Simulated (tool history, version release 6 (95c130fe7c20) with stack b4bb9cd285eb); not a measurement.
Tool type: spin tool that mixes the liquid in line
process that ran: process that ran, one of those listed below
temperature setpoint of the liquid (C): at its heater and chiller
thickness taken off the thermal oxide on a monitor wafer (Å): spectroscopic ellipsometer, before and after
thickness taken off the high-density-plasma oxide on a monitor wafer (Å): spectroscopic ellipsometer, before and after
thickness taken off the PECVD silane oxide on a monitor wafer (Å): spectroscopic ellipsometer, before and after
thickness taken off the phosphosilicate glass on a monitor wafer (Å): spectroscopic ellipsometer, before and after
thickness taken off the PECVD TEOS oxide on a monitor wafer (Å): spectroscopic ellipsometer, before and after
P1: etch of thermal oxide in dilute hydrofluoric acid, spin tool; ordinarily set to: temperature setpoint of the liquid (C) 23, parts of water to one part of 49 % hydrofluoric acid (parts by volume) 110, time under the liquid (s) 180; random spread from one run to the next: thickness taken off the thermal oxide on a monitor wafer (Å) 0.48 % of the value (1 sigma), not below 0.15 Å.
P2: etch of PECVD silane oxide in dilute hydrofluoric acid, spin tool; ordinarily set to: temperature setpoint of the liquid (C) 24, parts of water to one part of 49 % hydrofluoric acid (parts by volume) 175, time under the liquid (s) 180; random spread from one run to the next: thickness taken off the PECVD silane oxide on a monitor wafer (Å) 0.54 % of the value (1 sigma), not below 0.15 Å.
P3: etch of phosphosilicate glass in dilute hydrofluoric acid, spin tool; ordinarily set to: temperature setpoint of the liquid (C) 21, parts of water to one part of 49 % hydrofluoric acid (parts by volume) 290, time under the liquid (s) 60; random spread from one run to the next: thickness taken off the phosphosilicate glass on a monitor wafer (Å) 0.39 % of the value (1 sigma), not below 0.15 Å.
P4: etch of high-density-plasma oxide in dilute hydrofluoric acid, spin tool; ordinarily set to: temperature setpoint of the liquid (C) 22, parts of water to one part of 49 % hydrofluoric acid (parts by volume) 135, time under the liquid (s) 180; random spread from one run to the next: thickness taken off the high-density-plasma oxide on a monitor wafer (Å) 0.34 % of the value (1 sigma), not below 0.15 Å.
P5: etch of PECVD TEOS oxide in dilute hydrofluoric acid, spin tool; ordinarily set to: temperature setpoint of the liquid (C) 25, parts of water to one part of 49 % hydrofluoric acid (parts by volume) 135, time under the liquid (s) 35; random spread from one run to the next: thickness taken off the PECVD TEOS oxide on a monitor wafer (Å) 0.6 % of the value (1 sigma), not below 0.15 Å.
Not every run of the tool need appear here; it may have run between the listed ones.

run,hour,process that ran,temperature setpoint of the liquid (C),parts of water to one part of 49 % hydrofluoric acid (parts by volume),time under the liquid (s),thickness taken off the thermal oxide on a monitor wafer (Å),thickness taken off the high-density-plasma oxide on a monitor wafer (Å),thickness taken off the PECVD silane oxide on a monitor wafer (Å),thickness taken off the phosphosilicate glass on a monitor wafer (Å),thickness taken off the PECVD TEOS oxide on a monitor wafer (Å)
1,9,P1,23,110,180,75.267,,,,
2,21.9,P1,17,110,265,86.499,,,,
3,31.9,P4,22,40,180,,228.15,,,
4,46.5,P2,24,175,360,,,375.08,,
5,63.3,P4,17,135,180,,49.197,,,
6,77.2,P3,21,290,60,,,,120.75,
7,86.1,P1,23,110,100,41.955,,,,
# hour 86.8: thermometer replaced
8,102.1,P5,25,135,35,,,,,43.087
9,117.7,P2,24,255,180,,,120.35,,
10,130.3,P1,23,40,180,227.65,,,,
11,145.5,P1,17,110,180,59.509,,,,
12,162.9,P1,23,110,180,75.746,,,,
13,177.9,P1,23,110,345,144.49,,,,
14,192.3,P3,28,290,60,,,,154.17,
15,200.9,P4,22,135,20,,6.4673,,,
16,210,P3,21,290,120,,,,239.25,
17,219.8,P5,25,135,60,,,,,74.976
18,228,P2,18,175,180,,,151.17,,
19,245.3,P1,27,110,180,88.231,,,,
20,254.4,P3,21,530,60,,,,53.682,
21,271.2,P4,22,135,180,,59.947,,,

What does the tool deliver on the next run?
22,282,P2,24,175,180,,,?,,

{"run 22": {"thickness taken off the PECVD silane oxide on a monitor wafer (Å)": 191.53}}

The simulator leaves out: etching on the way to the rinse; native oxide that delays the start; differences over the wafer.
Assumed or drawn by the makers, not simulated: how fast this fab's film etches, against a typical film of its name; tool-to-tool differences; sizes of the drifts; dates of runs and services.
